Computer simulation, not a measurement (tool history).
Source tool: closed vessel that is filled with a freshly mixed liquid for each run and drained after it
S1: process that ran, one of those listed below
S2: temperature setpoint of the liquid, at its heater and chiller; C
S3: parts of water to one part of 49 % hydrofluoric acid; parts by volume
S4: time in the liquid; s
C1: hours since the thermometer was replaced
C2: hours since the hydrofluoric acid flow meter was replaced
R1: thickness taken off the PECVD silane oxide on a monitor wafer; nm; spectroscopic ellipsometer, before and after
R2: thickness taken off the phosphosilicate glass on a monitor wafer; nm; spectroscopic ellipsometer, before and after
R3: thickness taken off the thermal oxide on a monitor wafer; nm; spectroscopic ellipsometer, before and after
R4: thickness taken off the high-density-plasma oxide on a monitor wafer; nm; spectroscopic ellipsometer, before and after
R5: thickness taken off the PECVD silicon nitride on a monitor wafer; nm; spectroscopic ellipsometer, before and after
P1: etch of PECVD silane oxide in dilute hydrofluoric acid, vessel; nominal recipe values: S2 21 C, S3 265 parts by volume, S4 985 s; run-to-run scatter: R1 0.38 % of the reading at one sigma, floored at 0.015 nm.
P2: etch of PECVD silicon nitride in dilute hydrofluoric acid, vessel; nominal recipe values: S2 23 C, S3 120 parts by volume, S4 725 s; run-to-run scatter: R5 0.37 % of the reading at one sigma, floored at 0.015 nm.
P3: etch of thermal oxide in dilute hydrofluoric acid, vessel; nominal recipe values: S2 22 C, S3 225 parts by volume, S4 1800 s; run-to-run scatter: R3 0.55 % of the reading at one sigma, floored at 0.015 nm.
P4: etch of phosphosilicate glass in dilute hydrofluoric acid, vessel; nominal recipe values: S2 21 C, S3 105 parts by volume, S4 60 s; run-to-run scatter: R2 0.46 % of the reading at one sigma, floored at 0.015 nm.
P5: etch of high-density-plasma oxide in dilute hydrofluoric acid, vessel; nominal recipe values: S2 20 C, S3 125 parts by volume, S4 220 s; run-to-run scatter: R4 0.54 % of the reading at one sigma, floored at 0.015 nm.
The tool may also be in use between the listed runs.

run   hour  S1    S2   S3    S4     C1     C2      R1      R2      R3      R4      R5
  1    4.8  P1    21  265   985    472  469.4  41.638
  2   10.1  P4    21  160    60  477.3  474.7          18.525
  3   17.6  P3    22  405  1800  484.8  482.2                  15.147
  4   23.7  P1    21  265  1635  490.9  488.3  69.131
  5   29.5  P5    20  125   220  496.7  494.1                          7.4351
  6   34.3  P1    17  455   985  501.5  498.9    17.9
  7   42.5  P1    21  265   985  509.7  507.1  41.364
  8   50.4  P1    21  265   985  517.6    515  41.776
  9   55.6  P4  25.5  105    60  522.8  520.2          35.369
 10   59.8  P1    21  435   985    527  524.4  21.792
 11   64.1  P5    20  125    75  531.3  528.7                          2.5654
 12   68.1  P2    23  120   725  535.3  532.7                                  24.018
 13   73.4  P5    24  125   220  540.6    538                          8.7868
 14   77.9  P3    22  225   145  545.1  542.5                  2.6146
 15   82.6  P1    21  265   985  549.8  547.2  41.309
 16   86.7  P3    22  225  1800  553.9  551.3                  32.135
 17   94.3  P2    23  120    75  561.5  558.9                                  2.4884
 18   98.6  P2    23  180   725  565.8  563.2                                  16.141
 19  103.3  P1    21  170   985  570.5  567.9  71.008
 20  108.2  P1    17  265   985  575.4  572.8  35.897
 21  114.2  P3  17.5  225  1800  581.4  578.8                  26.823
 22  122.5  P4    21  105    30  589.7  587.1          14.937
 23  128.9  P5    20  125   220  596.1  593.5                          7.4456
 24    133  P2    17  120   725  600.2  597.6                                   16.02
 25  137.6  P1    24  265  1765  604.8  602.2  82.703
 26  146.2  P1    21  265   470  613.4  610.8  19.806
     147.4  -- hydrofluoric acid flow meter replaced
 27  153.4  P1    27  265   985  620.6    6.1  51.188
 28  160.5  P5    20  220   220  627.7   13.2                          3.8177
 29  166.1  P3    22  225  1800  633.3   18.8                  31.766
 30  169.9  P1    21  265   985  637.1   22.6  41.696
 31  175.2  P4    21  105    60  642.4   27.9          29.946
 32  179.1  P1    21  265   985  646.3   31.8  41.726
 33  185.4  P1    21  265   985  652.6   38.1  41.447

For run 34, what comes out?
 34  192.9  P1  21  265  985  660.1  45.6   ?

Run 34 produced R1 43.076 nm.
